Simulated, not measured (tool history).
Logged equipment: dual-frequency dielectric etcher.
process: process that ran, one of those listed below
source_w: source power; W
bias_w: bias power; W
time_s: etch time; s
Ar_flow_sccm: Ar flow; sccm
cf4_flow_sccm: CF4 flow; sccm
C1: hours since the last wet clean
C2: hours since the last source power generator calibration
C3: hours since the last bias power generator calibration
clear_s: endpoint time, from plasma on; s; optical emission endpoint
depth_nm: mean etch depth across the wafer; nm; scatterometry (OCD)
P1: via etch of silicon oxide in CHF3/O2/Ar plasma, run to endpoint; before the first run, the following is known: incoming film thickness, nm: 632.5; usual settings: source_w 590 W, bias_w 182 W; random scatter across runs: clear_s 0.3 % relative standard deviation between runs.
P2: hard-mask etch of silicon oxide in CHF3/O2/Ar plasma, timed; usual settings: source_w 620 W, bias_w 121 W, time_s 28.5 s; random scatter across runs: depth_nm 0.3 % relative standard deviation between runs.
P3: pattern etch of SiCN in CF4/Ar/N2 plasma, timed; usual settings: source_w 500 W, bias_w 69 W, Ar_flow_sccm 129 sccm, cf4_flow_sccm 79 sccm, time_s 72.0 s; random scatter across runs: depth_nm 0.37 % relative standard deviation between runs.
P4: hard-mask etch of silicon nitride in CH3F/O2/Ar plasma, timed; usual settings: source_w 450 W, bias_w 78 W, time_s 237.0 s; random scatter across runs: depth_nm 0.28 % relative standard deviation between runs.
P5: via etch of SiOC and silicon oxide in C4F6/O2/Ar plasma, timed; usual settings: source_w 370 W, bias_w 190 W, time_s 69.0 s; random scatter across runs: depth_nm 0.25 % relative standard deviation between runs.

Run 1, hour 11.7: process P1, source_w 590 W, bias_w 182 W; C1 119.4; C2 2617.5; C3 1122.9. Result: clear_s 317.84 s.
Run 2, hour 22.5: process P4, source_w 450 W, bias_w 78 W, time_s 130.5 s; C1 130.2; C2 2628.3; C3 1133.7. Result: depth_nm 96.469 nm.
Run 3, hour 33.5: process P1, source_w 590 W, bias_w 182 W; C1 141.2; C2 2639.3; C3 1144.7. Result: clear_s 318.09 s.
Run 4, hour 48.6: process P3, source_w 500 W, bias_w 69 W, time_s 72.0 s, Ar_flow_sccm 129 sccm, cf4_flow_sccm 98 sccm; C1 156.3; C2 2654.4; C3 1159.8. Result: depth_nm 67.773 nm.
Run 5, hour 59.2: process P3, source_w 500 W, bias_w 69 W, time_s 72.0 s, Ar_flow_sccm 129 sccm, cf4_flow_sccm 79 sccm; C1 166.9; C2 2665.0; C3 1170.4. Result: depth_nm 66.470 nm.
Run 6, hour 73.3: process P1, source_w 590 W, bias_w 182 W; C1 181.0; C2 2679.1; C3 1184.5. Result: clear_s 317.37 s.
Run 7, hour 86.2: process P3, source_w 690 W, bias_w 69 W, time_s 72.0 s, Ar_flow_sccm 129 sccm, cf4_flow_sccm 79 sccm; C1 193.9; C2 2692.0; C3 1197.4. Result: depth_nm 87.794 nm.
Run 8, hour 95.3: process P2, source_w 620 W, bias_w 160 W, time_s 28.5 s; C1 203.0; C2 2701.1; C3 1206.5. Result: depth_nm 54.962 nm.
Run 9, hour 110.1: process P3, source_w 500 W, bias_w 69 W, time_s 72.0 s, Ar_flow_sccm 129 sccm, cf4_flow_sccm 79 sccm; C1 217.8; C2 2715.9; C3 1221.3. Result: depth_nm 65.933 nm.
Run 10, hour 119.9: process P3, source_w 500 W, bias_w 69 W, time_s 72.0 s, Ar_flow_sccm 152 sccm, cf4_flow_sccm 79 sccm; C1 227.6; C2 2725.7; C3 1231.1. Result: depth_nm 64.576 nm.
Run 11, hour 134.2: process P1, source_w 750 W, bias_w 182 W; C1 241.9; C2 2740.0; C3 1245.4. Result: clear_s 290.21 s.
Run 12, hour 149.3: process P5, source_w 490 W, bias_w 190 W, time_s 69.0 s; C1 257.0; C2 2755.1; C3 1260.5. Result: depth_nm 86.513 nm.
Run 13, hour 158.0: process P1, source_w 410 W, bias_w 182 W; C1 265.7; C2 2763.8; C3 1269.2. Result: clear_s 363.33 s.
Run 14, hour 171.0: process P4, source_w 290 W, bias_w 78 W, time_s 237.0 s; C1 278.7; C2 2776.8; C3 1282.2. Result: depth_nm 148.080 nm.
Run 15, hour 178.0: process P2, source_w 620 W, bias_w 121 W, time_s 28.5 s; C1 285.7; C2 2783.8; C3 1289.2. Result: depth_nm 50.298 nm.
Run 16, hour 193.1: process P1, source_w 590 W, bias_w 182 W; C1 300.8; C2 2798.9; C3 1304.3. Result: clear_s 317.27 s.
Run 17, hour 201.2: process P5, source_w 370 W, bias_w 190 W, time_s 69.0 s; C1 308.9; C2 2807.0; C3 1312.4. Result: depth_nm 77.574 nm.
Run 18, hour 209.7: process P4, source_w 450 W, bias_w 78 W, time_s 237.0 s; C1 317.4; C2 2815.5; C3 1320.9. Result: depth_nm 174.850 nm.
Run 19, hour 221.1: process P3, source_w 500 W, bias_w 46 W, time_s 72.0 s, Ar_flow_sccm 129 sccm, cf4_flow_sccm 79 sccm; C1 328.8; C2 2826.9; C3 1332.3. Result: depth_nm 57.810 nm.
Run 20, hour 231.7: process P2, source_w 620 W, bias_w 121 W, time_s 41.0 s; C1 339.4; C2 2837.5; C3 1342.9. Result: depth_nm 71.845 nm.
Run 21, hour 241.7: process P5, source_w 370 W, bias_w 190 W, time_s 94.5 s; C1 349.4; C2 2847.5; C3 1352.9. Result: depth_nm 106.330 nm.
Run 22, hour 254.6: process P1, source_w 590 W, bias_w 182 W; C1 362.3; C2 2860.4; C3 1365.8. Result: clear_s 316.03 s.
Run 23, hour 262.4: process P4, source_w 450 W, bias_w 54 W, time_s 237.0 s; C1 370.1; C2 2868.2; C3 1373.6. Result: depth_nm 154.170 nm.
Run 24, hour 274.8: process P3, source_w 500 W, bias_w 69 W, time_s 42.0 s, Ar_flow_sccm 129 sccm, cf4_flow_sccm 79 sccm; C1 382.5; C2 2880.6; C3 1386.0. Result: depth_nm 38.448 nm.
Run 25, hour 284.5: process P1, source_w 590 W, bias_w 106 W; C1 392.2; C2 2890.3; C3 1395.7. Result: clear_s 377.61 s.
Run 26, hour 296.3: process P2, source_w 620 W, bias_w 121 W, time_s 28.5 s; C1 404.0; C2 2902.1; C3 1407.5. Result: depth_nm 50.279 nm.
Run 27, hour 306.4: process P5, source_w 370 W, bias_w 238 W, time_s 69.0 s; C1 414.1; C2 2912.2; C3 1417.6. Result: depth_nm 83.948 nm.
Run 28, hour 320.0: process P1, source_w 590 W, bias_w 256 W; C1 427.7; C2 2925.8; C3 1431.2. Result: clear_s 283.10 s.
Run 29, hour 329.4: process P1, source_w 730 W, bias_w 141 W; C1 437.1; C2 2935.2; C3 1440.6. Result: clear_s 318.17 s.
Run 30, hour 343.6: process P2, source_w 760 W, bias_w 121 W, time_s 28.5 s; C1 451.3; C2 2949.4; C3 1454.8. Result: depth_nm 54.308 nm.
Run 31, hour 357.3: process P4, source_w 450 W, bias_w 78 W, time_s 237.0 s; C1 465.0; C2 2963.1; C3 1468.5. Result: depth_nm 174.830 nm.
Run 32, hour 369.9: process P1, source_w 590 W, bias_w 182 W; C1 477.6; C2 2975.7; C3 1481.1. Result: clear_s 316.87 s.
Run 33, hour 383.0: process P1, source_w 590 W, bias_w 182 W; C1 490.7; C2 2988.8; C3 1494.2. Result: clear_s 314.27 s.
Run 34, hour 389.9: process P1, source_w 590 W, bias_w 182 W; C1 497.6; C2 2995.7; C3 1501.1. Result: clear_s 316.12 s.
Run 35, hour 400.2: process P1, source_w 590 W, bias_w 182 W; C1 507.9; C2 3006.0; C3 1511.4. Result: clear_s 314.91 s.
At hour 407.5: wet clean of the chamber.
Run 36, hour 415.6: process P1, source_w 590 W, bias_w 182 W; C1 8.2; C2 3021.4; C3 1526.8. Result: clear_s 315.80 s.
Run 37, hour 423.2: process P1, source_w 590 W, bias_w 182 W; C1 15.8; C2 3029.0; C3 1534.4. Result: clear_s 311.51 s.
Run 38, hour 438.1: process P1, source_w 590 W, bias_w 182 W; C1 30.7; C2 3043.9; C3 1549.3. Result: clear_s 314.01 s.
Run 39, hour 447.5: process P1, source_w 590 W, bias_w 182 W; C1 40.1; C2 3053.3; C3 1558.7. Result: clear_s 312.54 s.
Run 40, hour 460.7: process P1, source_w 590 W, bias_w 182 W; C1 53.3; C2 3066.5; C3 1571.9. Result: clear_s 311.19 s.

Run 41, settings as shown, results not yet in. Your forecast:
Run 41, hour 475.9: process P1, source_w 590 W, bias_w 182 W; C1 68.5; C2 3081.7; C3 1587.1. Result: clear_s ?.

Run 41 gave clear_s 314.09 s.
